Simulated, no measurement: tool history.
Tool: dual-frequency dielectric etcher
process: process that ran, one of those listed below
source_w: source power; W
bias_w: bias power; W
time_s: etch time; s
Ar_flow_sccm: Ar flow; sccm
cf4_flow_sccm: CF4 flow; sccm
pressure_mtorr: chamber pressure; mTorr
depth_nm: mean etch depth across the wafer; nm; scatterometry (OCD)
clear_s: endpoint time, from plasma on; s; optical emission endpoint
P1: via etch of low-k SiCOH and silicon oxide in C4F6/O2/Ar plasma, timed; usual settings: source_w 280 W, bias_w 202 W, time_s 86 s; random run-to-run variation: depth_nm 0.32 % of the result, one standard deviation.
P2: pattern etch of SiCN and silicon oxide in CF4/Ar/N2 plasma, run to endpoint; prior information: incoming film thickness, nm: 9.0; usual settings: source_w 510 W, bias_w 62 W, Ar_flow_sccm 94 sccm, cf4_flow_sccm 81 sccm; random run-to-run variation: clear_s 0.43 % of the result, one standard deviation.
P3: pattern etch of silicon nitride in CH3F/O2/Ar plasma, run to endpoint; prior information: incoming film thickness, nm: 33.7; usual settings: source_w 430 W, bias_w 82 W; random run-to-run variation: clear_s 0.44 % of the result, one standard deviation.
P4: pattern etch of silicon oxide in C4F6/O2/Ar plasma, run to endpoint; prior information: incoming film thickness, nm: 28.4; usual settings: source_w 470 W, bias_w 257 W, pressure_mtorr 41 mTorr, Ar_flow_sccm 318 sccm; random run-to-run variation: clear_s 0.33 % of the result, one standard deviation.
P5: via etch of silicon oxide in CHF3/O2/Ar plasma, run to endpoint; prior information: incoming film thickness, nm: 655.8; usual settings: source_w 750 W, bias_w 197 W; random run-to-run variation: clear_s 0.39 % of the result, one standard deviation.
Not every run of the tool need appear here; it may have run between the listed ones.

run	hour	process	source_w	bias_w	time_s	Ar_flow_sccm	cf4_flow_sccm	pressure_mtorr	hours since the last wet clean	hours since the last source power generator calibration	hours since the last bias power generator calibration	depth_nm	clear_s
1	9	P1	280	202	86				156	514.8	1239.9	215.92	
2	18.3	P2	510	62		94	104		165.3	524.1	1249.2		9.5196
3	27.8	P2	510	62		94	81		174.8	533.6	1258.7		9.7689
4	37.4	P1	280	202	107				184.4	543.2	1268.3	269.47	
5	45.7	P2	510	62		121	81		192.7	551.5	1276.6		10.132
6	56.2	P4	470	257		318		41	203.2	562	1287.1		7.8099
7	63.7	P5	750	197					210.7	569.5	1294.6		304.67
8	71.8	P4	470	152		318		41	218.8	577.6	1302.7		9.2272
9	82.2	P1	360	202	50.5				229.2	588	1313.1	139.58	
10	91.6	P1	280	202	86				238.6	597.4	1322.5	216.71	
11	96.5	P5	750	274					243.5	602.3	1327.4		269.55
12	103.4	P5	920	197					250.4	609.2	1334.3		281.09
13	109.3	P1	280	202	86				256.3	615.1	1340.2	218.01	
14	119.2	P3	330	82					266.2	625	1350.1		52.892
15	127.6	P1	210	125	86				274.6	633.4	1358.5	166.76	
16	135.4	P4	470	257		318		25	282.4	641.2	1366.3		7.4152
17	143.9	P4	630	257		318		41	290.9	649.7	1374.8		7.0036
18	152.1	P1	280	202	51				299.1	657.9	1383	128.22	
19	161.7	P1	280	202	86				308.7	667.5	1392.6	215.41	
20	167.3	P1	280	268	86				314.3	673.1	1398.2	238.56	
21	176.9	P3	430	49					323.9	682.7	1407.8		56.683
22	184	P1	210	202	86				331	689.8	1414.9	193.56	
23	189.6	P1	380	202	86				336.6	695.4	1420.5	243.66	
24	197.5	P4	470	257		318		41	344.5	703.3	1428.4		7.8592
# hour 200.2: source power generator calibrated
25	204.2	P2	510	86		94	81		351.2	4	1435.1		8.7974
26	211.3	P1	280	122	86				358.3	11.1	1442.2	183.95	
27	219	P2	400	62		94	81		366	18.8	1449.9		12.119
28	227.7	P5	750	197					374.7	27.5	1458.6		305.75
29	234.3	P2	510	62		94	81		381.3	34.1	1465.2		9.8142
30	243.9	P4	470	257		231		41	390.9	43.7	1474.8		7.5408
31	252.4	P3	430	82					399.4	52.2	1483.3		47.618
32	261.2	P1	280	202	86				408.2	61	1492.1	216.81	
33	269.9	P1	280	202	86				416.9	69.7	1500.8	217.2	
34	276.5	P1	280	202	86				423.5	76.3	1507.4	218.05	
35	286.1	P1	280	202	86				433.1	85.9	1517	219.06	
36	293.1	P1	280	202	86				440.1	92.9	1524	220.58	
37	297.8	P1	280	202	86				444.8	97.6	1528.7	219.18	
38	305	P1	280	202	86				452	104.8	1535.9	219.86	
# hour 306.7: wet clean of the chamber
39	313.7	P1	280	202	86				7.1	113.5	1544.6	219.07	
40	323.1	P1	280	202	86				16.5	122.9	1554	219.2	
41	333.4	P1	280	202	86				26.8	133.2	1564.3	220.04	

The output of P1 has drifted from where it used to be. Each of the 2 causes below, taken at the size shown beside it, accounts for the log equally well:
A: bias power that arrives over what is set, % = 4.9
B: source power that arrives over what is set, % = 4.24
The process output started creeping at around hour 261.2.
Other possible causes, and why each is ruled out:
chamber walls in a state that raises the etch rate, %: its service at hour 306.7 followed the start of the drift and did not put the process back to its old value

Each of the check runs listed below is run on 2 wafers and reports their average, with the results left as question marks. Pick the one under which the possible causes would lead to clearly different results.
check 1	343.7	P4	470	257		318		41					?
check 2	343.7	P2	510	62		94	81						?
check 3	343.7	P5	750	197									?
check 4	343.7	P3	430	82									?

Check results expected under each cause:
check	result	if A	if B
check 1	clear_s	7.7203	7.7221
check 2	clear_s	9.6458	9.4364
check 3	clear_s	298.15	298.25
check 4	clear_s	47.141	47.198
How far apart the two closest causes lie, in the result that separates them most: check 1 0.02 %; check 2 2.2 %; check 3 0.03 %; check 4 0.12 %
The other checks would show nearly matching results whichever cause is true, so check 2 is the only one that separates the causes.

With check 2 done, the readings were: clear_s 9.6396 s. Identify which of the listed causes applies.

Of the candidate causes, it is A: bias power that arrives over what is set, %.
